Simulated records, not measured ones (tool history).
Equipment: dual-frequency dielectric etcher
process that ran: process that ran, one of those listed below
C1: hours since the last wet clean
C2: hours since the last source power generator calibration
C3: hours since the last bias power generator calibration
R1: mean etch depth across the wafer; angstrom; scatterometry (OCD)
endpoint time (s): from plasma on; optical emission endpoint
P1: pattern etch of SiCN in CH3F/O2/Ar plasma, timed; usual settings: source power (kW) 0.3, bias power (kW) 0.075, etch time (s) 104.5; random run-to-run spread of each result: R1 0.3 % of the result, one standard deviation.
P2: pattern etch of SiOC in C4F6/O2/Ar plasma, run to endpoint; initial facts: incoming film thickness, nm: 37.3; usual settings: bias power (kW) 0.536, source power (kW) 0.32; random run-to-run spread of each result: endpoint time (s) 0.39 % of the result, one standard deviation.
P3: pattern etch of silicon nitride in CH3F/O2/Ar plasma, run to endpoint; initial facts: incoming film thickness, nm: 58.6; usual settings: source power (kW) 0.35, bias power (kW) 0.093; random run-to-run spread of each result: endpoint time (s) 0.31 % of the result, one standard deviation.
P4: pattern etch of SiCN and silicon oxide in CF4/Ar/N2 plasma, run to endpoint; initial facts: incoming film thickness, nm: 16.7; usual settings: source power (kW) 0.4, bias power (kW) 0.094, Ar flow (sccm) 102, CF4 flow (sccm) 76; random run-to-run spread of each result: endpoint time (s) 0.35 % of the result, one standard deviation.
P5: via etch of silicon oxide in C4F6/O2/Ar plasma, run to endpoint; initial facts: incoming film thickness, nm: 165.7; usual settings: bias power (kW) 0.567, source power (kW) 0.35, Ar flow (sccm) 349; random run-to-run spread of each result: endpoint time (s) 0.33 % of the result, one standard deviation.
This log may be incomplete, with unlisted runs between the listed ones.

Run 1, hour 7.8: process that ran P1, source power (kW) 0.3, bias power (kW) 0.075, etch time (s) 104.5; C1 357.6; C2 1876.8; C3 1016.9. Result: R1 358.14 angstrom.
Run 2, hour 13: process that ran P1, source power (kW) 0.3, bias power (kW) 0.06, etch time (s) 104.5; C1 362.8; C2 1882; C3 1022.1. Result: R1 330.91 angstrom.
Run 3, hour 20.6: process that ran P1, source power (kW) 0.3, bias power (kW) 0.104, etch time (s) 104.5; C1 370.4; C2 1889.6; C3 1029.7. Result: R1 405.67 angstrom.
Run 4, hour 24.8: process that ran P1, source power (kW) 0.42, bias power (kW) 0.075, etch time (s) 104.5; C1 374.6; C2 1893.8; C3 1033.9. Result: R1 407.33 angstrom.
Run 5, hour 29.9: process that ran P4, source power (kW) 0.4, bias power (kW) 0.094, Ar flow (sccm) 75, CF4 flow (sccm) 76; C1 379.7; C2 1898.9; C3 1039. Result: endpoint time (s) 18.537.
Run 6, hour 36.4: process that ran P1, source power (kW) 0.3, bias power (kW) 0.075, etch time (s) 57.5; C1 386.2; C2 1905.4; C3 1045.5. Result: R1 196.06 angstrom.
Run 7, hour 45.6: process that ran P3, source power (kW) 0.35, bias power (kW) 0.093; C1 395.4; C2 1914.6; C3 1054.7. Result: endpoint time (s) 78.9.
Run 8, hour 50.3: process that ran P4, source power (kW) 0.4, bias power (kW) 0.075, Ar flow (sccm) 102, CF4 flow (sccm) 76; C1 400.1; C2 1919.3; C3 1059.4. Result: endpoint time (s) 20.674.
Run 9, hour 59.5: process that ran P5, source power (kW) 0.26, bias power (kW) 0.567, Ar flow (sccm) 349; C1 409.3; C2 1928.5; C3 1068.6. Result: endpoint time (s) 41.13.
Run 10, hour 64.5: process that ran P1, source power (kW) 0.24, bias power (kW) 0.099, etch time (s) 104.5; C1 414.3; C2 1933.5; C3 1073.6. Result: R1 366.17 angstrom.
At hour 67.5: wet clean of the chamber.
Run 11, hour 74: process that ran P5, source power (kW) 0.35, bias power (kW) 0.724, Ar flow (sccm) 349; C1 6.5; C2 1943; C3 1083.1. Result: endpoint time (s) 33.432.
Run 12, hour 79: process that ran P5, source power (kW) 0.35, bias power (kW) 0.567, Ar flow (sccm) 349; C1 11.5; C2 1948; C3 1088.1. Result: endpoint time (s) 36.711.
Run 13, hour 87.5: process that ran P1, source power (kW) 0.3, bias power (kW) 0.075, etch time (s) 104.5; C1 20; C2 1956.5; C3 1096.6. Result: R1 357.28 angstrom.
Run 14, hour 95.6: process that ran P3, source power (kW) 0.42, bias power (kW) 0.093; C1 28.1; C2 1964.6; C3 1104.7. Result: endpoint time (s) 73.99.
Run 15, hour 105: process that ran P2, source power (kW) 0.32, bias power (kW) 0.536; C1 37.5; C2 1974; C3 1114.1. Result: endpoint time (s) 13.166.
Run 16, hour 109.9: process that ran P1, source power (kW) 0.3, bias power (kW) 0.075, etch time (s) 104.5; C1 42.4; C2 1978.9; C3 1119. Result: R1 358.14 angstrom.
Run 17, hour 114.4: process that ran P4, source power (kW) 0.55, bias power (kW) 0.094, Ar flow (sccm) 102, CF4 flow (sccm) 76; C1 46.9; C2 1983.4; C3 1123.5. Result: endpoint time (s) 14.458.
Run 18, hour 122.6: process that ran P2, source power (kW) 0.32, bias power (kW) 0.422; C1 55.1; C2 1991.6; C3 1131.7. Result: endpoint time (s) 14.269.
Run 19, hour 129.9: process that ran P4, source power (kW) 0.4, bias power (kW) 0.094, Ar flow (sccm) 102, CF4 flow (sccm) 76; C1 62.4; C2 1998.9; C3 1139. Result: endpoint time (s) 19.161.
Run 20, hour 139: process that ran P2, source power (kW) 0.19, bias power (kW) 0.536; C1 71.5; C2 2008; C3 1148.1. Result: endpoint time (s) 15.804.
Run 21, hour 147.2: process that ran P1, source power (kW) 0.19, bias power (kW) 0.075, etch time (s) 104.5; C1 79.7; C2 2016.2; C3 1156.3. Result: R1 302.6 angstrom.
Run 22, hour 154.7: process that ran P1, source power (kW) 0.3, bias power (kW) 0.075, etch time (s) 131.5; C1 87.2; C2 2023.7; C3 1163.8. Result: R1 454 angstrom.
Run 23, hour 161.4: process that ran P5, source power (kW) 0.35, bias power (kW) 0.567, Ar flow (sccm) 250; C1 93.9; C2 2030.4; C3 1170.5. Result: endpoint time (s) 35.292.
Run 24, hour 166: process that ran P4, source power (kW) 0.4, bias power (kW) 0.094, Ar flow (sccm) 102, CF4 flow (sccm) 102; C1 98.5; C2 2035; C3 1175.1. Result: endpoint time (s) 18.368.
Run 25, hour 174.1: process that ran P1, source power (kW) 0.3, bias power (kW) 0.075, etch time (s) 104.5; C1 106.6; C2 2043.1; C3 1183.2. Result: R1 359.35 angstrom.
Run 26, hour 182.7: process that ran P3, source power (kW) 0.35, bias power (kW) 0.066; C1 115.2; C2 2051.7; C3 1191.8. Result: endpoint time (s) 89.235.
Run 27, hour 191: process that ran P1, source power (kW) 0.3, bias power (kW) 0.075, etch time (s) 104.5; C1 123.5; C2 2060; C3 1200.1. Result: R1 359.47 angstrom.
Run 28, hour 195.1: process that ran P1, source power (kW) 0.3, bias power (kW) 0.075, etch time (s) 104.5; C1 127.6; C2 2064.1; C3 1204.2. Result: R1 359.37 angstrom.
Run 29, hour 201.4: process that ran P1, source power (kW) 0.3, bias power (kW) 0.075, etch time (s) 104.5; C1 133.9; C2 2070.4; C3 1210.5. Result: R1 360.19 angstrom.
Run 30, hour 210.2: process that ran P1, source power (kW) 0.3, bias power (kW) 0.075, etch time (s) 104.5; C1 142.7; C2 2079.2; C3 1219.3. Result: R1 359.5 angstrom.
Run 31, hour 214.5: process that ran P1, source power (kW) 0.3, bias power (kW) 0.075, etch time (s) 104.5; C1 147; C2 2083.5; C3 1223.6. Result: R1 358.47 angstrom.
Run 32, hour 219.2: process that ran P1, source power (kW) 0.3, bias power (kW) 0.075, etch time (s) 104.5; C1 151.7; C2 2088.2; C3 1228.3. Result: R1 355.88 angstrom.
Run 33, hour 223.8: process that ran P1, source power (kW) 0.3, bias power (kW) 0.075, etch time (s) 104.5; C1 156.3; C2 2092.8; C3 1232.9. Result: R1 353.75 angstrom.
Run 34, hour 230.7: process that ran P1, source power (kW) 0.3, bias power (kW) 0.075, etch time (s) 104.5; C1 163.2; C2 2099.7; C3 1239.8. Result: R1 354.11 angstrom.
Run 35, hour 234.9: process that ran P1, source power (kW) 0.3, bias power (kW) 0.075, etch time (s) 104.5; C1 167.4; C2 2103.9; C3 1244. Result: R1 353.91 angstrom.
At hour 235.7: wet clean of the chamber.
Run 36, hour 239.3: process that ran P1, source power (kW) 0.3, bias power (kW) 0.075, etch time (s) 104.5; C1 3.7; C2 2108.3; C3 1248.4. Result: R1 354.4 angstrom.
Run 37, hour 244.7: process that ran P1, source power (kW) 0.3, bias power (kW) 0.075, etch time (s) 104.5; C1 9.1; C2 2113.7; C3 1253.8. Result: R1 355.39 angstrom.

What P1 gives has crept off from where it sat before. The 2 causes that follow fit the log equally well, each at the size noted:
A: source power that arrives under what is set, % = 3.95
B: bias power that arrives under what is set, % = 4.06
The onset of the drift is placed at about hour 210.2.
Why every other cause is out:
chamber walls in a state that lowers the etch rate, %: was serviced at hour 235.7, once the creep was under way, yet the earlier output never came back

Each of the check runs listed below is run on 2 wafers and reports their average, with the results left as question marks. Pick the one under which the possible causes would lead to clearly different results.
Run check 1, hour 250.1: process that ran P2, source power (kW) 0.32, bias power (kW) 0.536. Result: endpoint time (s) ?.
Run check 2, hour 250.1: process that ran P5, source power (kW) 0.35, bias power (kW) 0.567, Ar flow (sccm) 349. Result: endpoint time (s) ?.
Run check 3, hour 250.1: process that ran P4, source power (kW) 0.4, bias power (kW) 0.094, Ar flow (sccm) 102, CF4 flow (sccm) 76. Result: endpoint time (s) ?.
Run check 4, hour 250.1: process that ran P3, source power (kW) 0.35, bias power (kW) 0.093. Result: endpoint time (s) ?.

Predicted outcomes, by check and by cause:
  check             result    if A    if B
check 1  endpoint time (s)  13.242  13.255
check 2  endpoint time (s)  37.289  37.329
check 3  endpoint time (s)  19.829  19.424
check 4  endpoint time (s)  80.453  80.458
Per-check spread between the two closest causes, in the result where they differ most: check 1 0.1 %; check 2 0.11 %; check 3 2.06 %; check 4 0.01 %
The causes can be told apart only by check 3. The other checks would give nearly the same results under each of them.

Check 3 was then run and gave: endpoint time (s) 19.812. Which cause is it?

A is the cause: source power that arrives under what is set, %.
